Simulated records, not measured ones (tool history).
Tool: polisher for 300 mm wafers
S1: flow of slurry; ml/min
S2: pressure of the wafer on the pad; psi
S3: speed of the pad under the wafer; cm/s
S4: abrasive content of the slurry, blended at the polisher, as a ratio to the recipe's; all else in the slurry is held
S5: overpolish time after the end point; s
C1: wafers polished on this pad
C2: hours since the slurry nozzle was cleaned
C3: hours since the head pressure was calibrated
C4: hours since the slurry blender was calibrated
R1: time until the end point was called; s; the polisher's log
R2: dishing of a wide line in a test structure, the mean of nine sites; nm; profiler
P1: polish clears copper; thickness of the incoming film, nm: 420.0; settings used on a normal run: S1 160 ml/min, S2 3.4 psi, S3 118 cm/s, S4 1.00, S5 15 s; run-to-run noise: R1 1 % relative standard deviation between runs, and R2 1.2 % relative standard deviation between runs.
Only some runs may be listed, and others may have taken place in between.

run	day	S1	S2	S3	S4	S5	C1	C2	C3	C4	R1	R2
1	0.525	160	3.4	118	1.00	15	1133	431.0	534.5	228.5	115.750	28.020
2	1.038	160	3.4	162	1.00	15	1244	443.3	546.8	240.8	84.767	32.845
3	1.488	160	2.0	118	1.00	21	1341	454.1	557.6	251.6	199.430	23.797
4	1.812	160	3.4	118	1.00	15	1412	461.9	565.4	259.4	116.350	28.009
5	2.358	160	3.4	118	1.00	15	1530	475.0	578.5	272.5	117.030	27.960
6	2.700	160	3.4	54	1.00	15	1603	483.2	586.7	280.7	260.310	15.898
7	3.204	160	3.4	118	0.55	15	1712	495.3	598.8	292.8	130.370	25.908
8	3.508	240	3.4	118	1.00	15	1778	502.6	606.1	300.1	107.430	29.092
9	4.012	160	3.4	118	1.40	15	1887	514.7	618.2	312.2	107.400	29.555
10	4.312	160	5.0	118	1.00	15	1952	521.9	625.4	319.4	78.102	35.214
11	4.867	160	2.2	118	1.00	15	2071	535.2	638.7	332.7	178.530	20.548
12	5.292	160	3.4	118	1.00	15	2163	545.4	648.9	342.9	116.700	28.045
13	5.862	160	3.4	90	1.35	15	2287	559.1	662.6	356.6	142.530	25.384
14	6.350	160	3.4	118	1.00	4	2392	570.8	674.3	368.3	116.900	10.485
15	6.779	95	3.4	118	1.00	15	2485	581.1	684.6	378.6	130.230	26.411
16	7.325	160	3.4	76	1.00	24	2603	594.2	697.7	391.7	183.230	28.463
17	7.867	160	3.4	118	1.00	24	2720	607.2	710.7	404.7	117.220	35.084
18	8.162	160	3.4	118	1.00	15	2784	614.3	717.8	411.8	116.620	28.105
19	8.712	160	3.4	118	1.00	15	2902	627.5	731.0	425.0	117.670	27.543
20	9.221	160	3.4	118	1.00	15	3012	639.7	743.2	437.2	123.670	27.626
# day 9.733: slurry blender recalibrated
21	9.812	160	3.4	118	1.00	15	3140	653.9	757.4	1.9	125.190	26.678

Estimate the outcome of run 22 from the log above:
22	10.396	160	3.4	118	1.00	15	3266	667.9	771.4	15.9	?	?

{"run 22": {"R1": 122.02, "R2": 26.74}}

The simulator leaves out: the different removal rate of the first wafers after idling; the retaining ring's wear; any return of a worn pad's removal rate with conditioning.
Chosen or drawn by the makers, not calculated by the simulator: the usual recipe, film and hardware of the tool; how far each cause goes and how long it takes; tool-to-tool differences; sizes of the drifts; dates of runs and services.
